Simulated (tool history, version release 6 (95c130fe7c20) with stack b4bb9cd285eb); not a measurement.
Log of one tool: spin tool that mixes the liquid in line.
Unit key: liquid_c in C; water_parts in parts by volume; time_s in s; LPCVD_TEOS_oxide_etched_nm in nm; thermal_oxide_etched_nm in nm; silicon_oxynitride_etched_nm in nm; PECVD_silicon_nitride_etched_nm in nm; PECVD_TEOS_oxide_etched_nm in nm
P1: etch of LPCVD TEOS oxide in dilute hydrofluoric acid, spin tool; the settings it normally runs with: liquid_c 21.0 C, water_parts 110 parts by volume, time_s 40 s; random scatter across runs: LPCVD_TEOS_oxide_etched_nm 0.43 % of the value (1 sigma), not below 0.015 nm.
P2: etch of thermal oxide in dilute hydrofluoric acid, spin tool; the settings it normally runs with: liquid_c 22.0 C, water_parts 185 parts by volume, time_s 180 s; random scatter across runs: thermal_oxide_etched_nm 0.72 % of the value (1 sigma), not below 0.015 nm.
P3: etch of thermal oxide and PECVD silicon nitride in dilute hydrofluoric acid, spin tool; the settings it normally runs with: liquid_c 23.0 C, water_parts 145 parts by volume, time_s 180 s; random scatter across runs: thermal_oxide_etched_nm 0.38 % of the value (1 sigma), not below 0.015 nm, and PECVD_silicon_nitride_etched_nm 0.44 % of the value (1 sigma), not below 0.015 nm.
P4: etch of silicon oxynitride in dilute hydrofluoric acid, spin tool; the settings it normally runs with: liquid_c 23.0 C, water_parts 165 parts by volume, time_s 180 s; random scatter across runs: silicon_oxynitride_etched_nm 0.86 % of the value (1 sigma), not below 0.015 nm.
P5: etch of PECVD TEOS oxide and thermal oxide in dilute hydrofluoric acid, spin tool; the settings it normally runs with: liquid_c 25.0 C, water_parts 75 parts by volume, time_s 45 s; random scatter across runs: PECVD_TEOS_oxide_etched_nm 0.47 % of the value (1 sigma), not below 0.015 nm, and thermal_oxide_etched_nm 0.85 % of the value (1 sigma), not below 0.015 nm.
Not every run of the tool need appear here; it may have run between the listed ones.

run	hour	process	liquid_c	water_parts	time_s	hours since the thermometer was replaced	hours since the hydrofluoric acid flow meter was replaced	LPCVD_TEOS_oxide_etched_nm	thermal_oxide_etched_nm	silicon_oxynitride_etched_nm	PECVD_silicon_nitride_etched_nm	PECVD_TEOS_oxide_etched_nm
1	7.2	P1	21.0	110	40	393.5	382.9	18.5820				
2	14.5	P2	26.5	185	180	400.8	390.2		4.33810			
3	22.4	P1	21.0	110	40	408.7	398.1	18.5920				
4	30.8	P1	21.0	110	40	417.1	406.5	18.5950				
5	36.4	P4	23.0	40	180	422.7	412.1			11.3700		
6	41.9	P1	21.0	110	15	428.2	417.6	6.9591				
7	47.3	P3	27.5	145	180	433.6	423.0		6.54670		8.70750	
8	54.9	P1	21.0	65	40	441.2	430.6	32.9900				
9	62.8	P1	28.0	110	40	449.1	438.5	24.5290				
10	67.5	P5	25.0	110	45	453.8	443.2		2.10270			4.9836
11	74.7	P1	17.0	110	40	461.0	450.4	15.8080				
12	82.6	P5	25.0	75	65	468.9	458.3		4.64590			11.0260
13	88.6	P4	23.0	165	280	474.9	464.3			3.8877		
14	97.3	P4	17.0	165	180	483.6	473.0			1.8813		
15	101.2	P3	23.0	90	180	487.5	476.9		9.49830		10.36100	
16	105.1	P1	21.0	110	40	491.4	480.8	18.5620				
17	109.7	P3	23.0	145	20	496.0	485.4		0.62951		0.72193	
18	113.7	P1	21.0	110	40	500.0	489.4	18.5750				
19	120.8	P3	23.0	145	180	507.1	496.5		5.52040		6.48320	
20	129.1	P5	25.0	75	45	515.4	504.8		3.19280			7.5851
21	135.6	P1	21.0	110	40	521.9	511.3	18.5130				
22	141.8	P1	21.0	110	80	528.1	517.5	37.0440				
23	145.6	P1	21.0	110	40	531.9	521.3	18.6480				
24	150.3	P2	22.0	185	265	536.6	526.0		5.39480			
25	156.7	P4	23.0	165	180	543.0	532.4			2.4249		
26	162.6	P1	21.0	50	15	548.9	538.3	16.4040				
27	168.3	P2	22.0	185	180	554.6	544.0		3.69050			
28	172.4	P1	21.0	190	40	558.7	548.1	9.9240				
29	177.6	P2	22.0	75	180	563.9	553.3		10.16600			
30	184.3	P5	18.5	75	45	570.6	560.0		2.45760			5.7775
31	189.0	P1	21.0	110	40	575.3	564.7	18.5710				
32	193.7	P1	21.0	110	40	580.0	569.4	18.7870				
33	199.3	P1	21.0	110	40	585.6	575.0	19.4710				
34	204.6	P1	21.0	110	40	590.9	580.3	19.7420				
35	212.4	P1	21.0	110	40	598.7	588.1	19.8930				
36	221.2	P1	21.0	110	40	607.5	596.9	19.9830				
37	228.3	P1	21.0	110	40	614.6	604.0	20.0280				
38	232.5	P1	21.0	110	40	618.8	608.2	20.1720				
39	239.9	P1	21.0	110	40	626.2	615.6	20.1000				
40	247.1	P1	21.0	110	40	633.4	622.8	20.0870				

What P1 gives has crept away from where it was. These 2 causes fit the log equally well, each at the size given:
A: hydrofluoric acid flow above the setpoint (%) = 7.88
B: liquid hotter than its thermometer reads (K) = 2.13
The process output started creeping at around hour 189.0.

Which of the 4 check runs listed below separates the causes, so that each cause would produce a clearly different result? Each run uses one wafer, and its results are marked with question marks.
check 1	254.3	P2	22.0	185	180				?			
check 2	254.3	P3	23.0	145	180				?		?	
check 3	254.3	P5	25.0	75	45				?			?
check 4	254.3	P4	23.0	165	180					?		

Expected result of each check under each candidate cause:
check	result	if A	if B
check 1	thermal_oxide_etched_nm	4.01660	3.97760
check 2	thermal_oxide_etched_nm	6.01200	5.97500
check 2	PECVD_silicon_nitride_etched_nm	6.98050	7.43360
check 3	thermal_oxide_etched_nm	3.45130	3.45610
check 3	PECVD_TEOS_oxide_etched_nm	8.3029	8.3145
check 4	silicon_oxynitride_etched_nm	2.7025	2.7347
Distance between the nearest two causes, measured in the result of the check that separates them most: check 1 0.97 %; check 2 6.29 %; check 3 0.14 %; check 4 1.18 %
Only check 2 tells the causes apart: in the others they would give nearly the same result.

Here is what check 2 returned: thermal_oxide_etched_nm 6.02040 nm; PECVD_silicon_nitride_etched_nm 7.00400 nm. Which cause is it?

Of the candidate causes, it is A: hydrofluoric acid flow above the setpoint (%).
